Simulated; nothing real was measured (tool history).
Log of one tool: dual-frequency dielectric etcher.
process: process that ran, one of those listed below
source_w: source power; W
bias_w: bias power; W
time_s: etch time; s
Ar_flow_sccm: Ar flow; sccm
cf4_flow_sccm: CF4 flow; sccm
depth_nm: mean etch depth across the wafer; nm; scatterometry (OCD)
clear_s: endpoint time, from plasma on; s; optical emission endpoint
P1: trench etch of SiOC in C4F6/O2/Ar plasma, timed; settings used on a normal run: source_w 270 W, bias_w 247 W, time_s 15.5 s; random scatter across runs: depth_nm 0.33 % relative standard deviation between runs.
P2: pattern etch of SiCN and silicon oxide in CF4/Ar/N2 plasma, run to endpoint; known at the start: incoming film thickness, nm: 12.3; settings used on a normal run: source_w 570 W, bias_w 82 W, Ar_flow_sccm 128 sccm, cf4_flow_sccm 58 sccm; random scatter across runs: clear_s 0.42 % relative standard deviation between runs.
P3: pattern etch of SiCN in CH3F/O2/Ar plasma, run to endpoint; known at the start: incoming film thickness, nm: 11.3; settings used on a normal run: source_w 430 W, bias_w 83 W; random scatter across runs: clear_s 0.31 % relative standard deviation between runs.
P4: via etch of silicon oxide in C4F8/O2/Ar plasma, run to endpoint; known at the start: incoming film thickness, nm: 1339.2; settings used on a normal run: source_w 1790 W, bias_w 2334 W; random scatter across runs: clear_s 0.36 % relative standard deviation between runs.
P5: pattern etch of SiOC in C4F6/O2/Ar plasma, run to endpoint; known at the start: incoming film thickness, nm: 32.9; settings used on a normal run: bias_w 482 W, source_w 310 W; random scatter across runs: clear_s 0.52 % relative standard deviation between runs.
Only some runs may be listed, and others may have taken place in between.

| run | day | process | source_w | bias_w | time_s | Ar_flow_sccm | cf4_flow_sccm | hours since the last wet clean | hours since the last source power generator calibration | hours since the last bias power generator calibration | depth_nm | clear_s |
|---|---|---|---|---|---|---|---|---|---|---|---|---|
| 1 | 0.217 | P1 | 270 | 247 | 15.5 |  |  | 72.6 | 1182.7 | 1280.3 | 29.98 |  |
| 2 | 0.55 | P1 | 270 | 247 | 15.5 |  |  | 80.6 | 1190.7 | 1288.3 | 30.278 |  |
| 3 | 0.771 | P1 | 270 | 300 | 20 |  |  | 85.9 | 1196 | 1293.6 | 41.767 |  |
| 4 | 1.167 | P3 | 430 | 83 |  |  |  | 95.4 | 1205.5 | 1303.1 |  | 26.555 |
| 5 | 1.479 | P2 | 570 | 58 |  | 128 | 58 | 102.9 | 1213 | 1310.6 |  | 14.194 |
| 6 | 1.883 | P2 | 570 | 82 |  | 128 | 58 | 112.6 | 1222.7 | 1320.3 |  | 12.469 |
| 7 | 2.254 | P1 | 270 | 148 | 15.5 |  |  | 121.5 | 1231.6 | 1329.2 | 25.445 |  |
| 8 | 2.583 | P2 | 570 | 82 |  | 81 | 58 | 129.4 | 1239.5 | 1337.1 |  | 11.65 |
| 9 | 2.908 | P1 | 160 | 247 | 15.5 |  |  | 137.2 | 1247.3 | 1344.9 | 24.864 |  |
| 10 | 3.329 | P2 | 360 | 82 |  | 128 | 58 | 147.3 | 1257.4 | 1355 |  | 18.551 |
| 11 | 3.7 | P1 | 270 | 350 | 15.5 |  |  | 156.2 | 1266.3 | 1363.9 | 34.034 |  |
| 12 | 4.079 | P3 | 430 | 83 |  |  |  | 165.3 | 1275.4 | 1373 |  | 26.519 |
| 13 | 4.45 | P1 | 270 | 247 | 15.5 |  |  | 174.2 | 1284.3 | 1381.9 | 30.089 |  |
| 14 | 4.762 | P5 | 180 | 482 |  |  |  | 181.7 | 1291.8 | 1389.4 |  | 15.023 |
| 15 | 5.112 | P4 | 1050 | 2334 |  |  |  | 190.1 | 1300.2 | 1397.8 |  | 327.02 |
| 16 | 5.388 | P1 | 270 | 247 | 22 |  |  | 196.7 | 1306.8 | 1404.4 | 42.921 |  |
| 17 | 5.571 | P4 | 1790 | 2334 |  |  |  | 201.1 | 1311.2 | 1408.8 |  | 266 |
| 18 | 5.992 | P3 | 430 | 112 |  |  |  | 211.2 | 1321.3 | 1418.9 |  | 23.835 |
| 19 | 6.233 | P1 | 360 | 247 | 15.5 |  |  | 217 | 1327.1 | 1424.7 | 33.666 |  |
| 20 | 6.429 | P1 | 270 | 247 | 15.5 |  |  | 221.7 | 1331.8 | 1429.4 | 30.199 |  |
| 21 | 6.679 | P3 | 520 | 83 |  |  |  | 227.7 | 1337.8 | 1435.4 |  | 24.927 |
| 22 | 6.967 | P2 | 570 | 82 |  | 128 | 39 | 234.6 | 1344.7 | 1442.3 |  | 13.449 |

Run 23 has not been measured yet. What should we expect?
| 23 | 7.375 | P5 | 310 | 482 |  |  |  | 244.4 | 1354.5 | 1452.1 |  | ? |

{"run 23": {"clear_s": 12.245}}
